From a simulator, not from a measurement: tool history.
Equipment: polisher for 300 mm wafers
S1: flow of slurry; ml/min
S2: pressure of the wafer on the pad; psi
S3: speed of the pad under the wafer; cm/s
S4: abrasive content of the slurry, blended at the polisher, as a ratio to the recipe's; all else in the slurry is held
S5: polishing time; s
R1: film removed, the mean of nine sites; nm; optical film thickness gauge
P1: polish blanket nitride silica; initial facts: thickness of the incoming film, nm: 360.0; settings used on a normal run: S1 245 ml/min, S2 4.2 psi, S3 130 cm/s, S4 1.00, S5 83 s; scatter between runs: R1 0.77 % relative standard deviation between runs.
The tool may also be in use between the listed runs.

| run | day | S1 | S2 | S3 | S4 | S5 | R1 |
|---|---|---|---|---|---|---|---|
| 1 | 0.242 | 245 | 4.2 | 130 | 1.00 | 83 | 79.059 |
| 2 | 0.471 | 245 | 4.2 | 130 | 1.00 | 83 | 80.195 |
|  | 0.583 | slurry blender recalibrated |
| 3 | 0.696 | 245 | 4.2 | 80 | 1.00 | 83 | 53.827 |
| 4 | 0.900 | 245 | 4.2 | 130 | 1.00 | 83 | 80.086 |
| 5 | 1.112 | 245 | 5.9 | 130 | 1.00 | 83 | 110.610 |
|  | 1.133 | slurry nozzle cleaned |
| 6 | 1.312 | 245 | 4.2 | 130 | 1.00 | 38 | 36.047 |
| 7 | 1.458 | 245 | 4.2 | 130 | 1.45 | 83 | 93.486 |
| 8 | 1.712 | 245 | 4.2 | 184 | 1.00 | 83 | 106.730 |
| 9 | 1.858 | 315 | 4.2 | 130 | 1.00 | 83 | 81.486 |
| 10 | 2.017 | 245 | 4.2 | 130 | 1.00 | 125 | 119.880 |
| 11 | 2.133 | 245 | 2.0 | 130 | 1.00 | 83 | 37.938 |
| 12 | 2.288 | 305 | 4.2 | 130 | 0.65 | 83 | 66.133 |
| 13 | 2.446 | 245 | 6.2 | 166 | 1.00 | 83 | 145.870 |
| 14 | 2.608 | 245 | 4.2 | 130 | 1.00 | 83 | 79.446 |
|  | 2.629 | conditioning disc replaced and pad reconditioned |
| 15 | 2.817 | 245 | 4.2 | 130 | 0.55 | 83 | 57.559 |
| 16 | 2.950 | 245 | 4.2 | 130 | 1.00 | 83 | 80.554 |
| 17 | 3.217 | 145 | 4.2 | 130 | 1.00 | 83 | 74.258 |
| 18 | 3.396 | 245 | 4.2 | 130 | 1.00 | 83 | 79.800 |
| 19 | 3.592 | 245 | 4.2 | 130 | 1.00 | 83 | 80.242 |
| 20 | 3.842 | 245 | 4.2 | 130 | 1.00 | 83 | 76.854 |
| 21 | 4.050 | 245 | 4.2 | 130 | 1.00 | 83 | 75.441 |
| 22 | 4.292 | 245 | 4.2 | 130 | 1.00 | 83 | 72.812 |
| 23 | 4.408 | 245 | 4.2 | 130 | 1.00 | 83 | 72.878 |
|  | 4.588 | conditioning disc replaced and pad reconditioned |
| 24 | 4.604 | 245 | 4.2 | 130 | 1.00 | 83 | 72.475 |
|  | 4.612 | slurry nozzle cleaned |
|  | 4.646 | head pressure recalibrated |
| 25 | 4.788 | 245 | 4.2 | 130 | 1.00 | 83 | 72.042 |
| 26 | 4.904 | 245 | 4.2 | 130 | 1.00 | 83 | 72.663 |
| 27 | 5.112 | 245 | 4.2 | 130 | 1.00 | 83 | 72.489 |
| 28 | 5.362 | 245 | 4.2 | 130 | 1.00 | 83 | 71.080 |

The output of P1 has drifted from where it used to be. Each of the 2 causes below, taken at the size shown beside it, accounts for the log equally well:
A: removal rate lost through wear of the pad, % = 10.1
B: abrasive missing from the slurry, % = 19.7
Onset of the creep was near day 3.592.
Excluded causes, each with its reason:
slurry flow missing at the pad, %: serviced at day 4.612, after the change had begun; the process did not return to its earlier output
head's pressure below its setpoint, %: serviced at day 4.646, after the change had begun; the process did not return to its earlier output
time polished since the conditioner stopped cutting, s: serviced at day 4.588, after the change had begun; the process did not return to its earlier output

Consider the 4 check runs below, whose results appear as question marks and each of which averages 5 wafers. Which one distinguishes the causes, in that each cause would give it a clearly different result?
| check 1 | 5.612 | 245 | 4.2 | 130 | 0.60 | 83 | ? |
| check 2 | 5.612 | 245 | 3.1 | 130 | 1.00 | 83 | ? |
| check 3 | 5.612 | 295 | 4.2 | 130 | 1.00 | 83 | ? |
| check 4 | 5.612 | 145 | 3.3 | 130 | 1.00 | 83 | ? |

Outcome of each check run for each possible cause:
| check | result | if A | if B |
|---|---|---|---|
| check 1 | R1 | 55.060 | 53.601 |
| check 2 | R1 | 52.955 | 52.995 |
| check 3 | R1 | 73.088 | 73.143 |
| check 4 | R1 | 52.353 | 52.392 |
How far apart the two closest causes lie, in the result that separates them most: check 1 2.69 %; check 2 0.07 %; check 3 0.07 %; check 4 0.07 %
The other checks would show nearly matching results whichever cause is true, so check 1 is the only one that separates the causes.

Then check 1 was run and gave: R1 55.515 nm. Which cause is it?

It is A: removal rate lost through wear of the pad, %.

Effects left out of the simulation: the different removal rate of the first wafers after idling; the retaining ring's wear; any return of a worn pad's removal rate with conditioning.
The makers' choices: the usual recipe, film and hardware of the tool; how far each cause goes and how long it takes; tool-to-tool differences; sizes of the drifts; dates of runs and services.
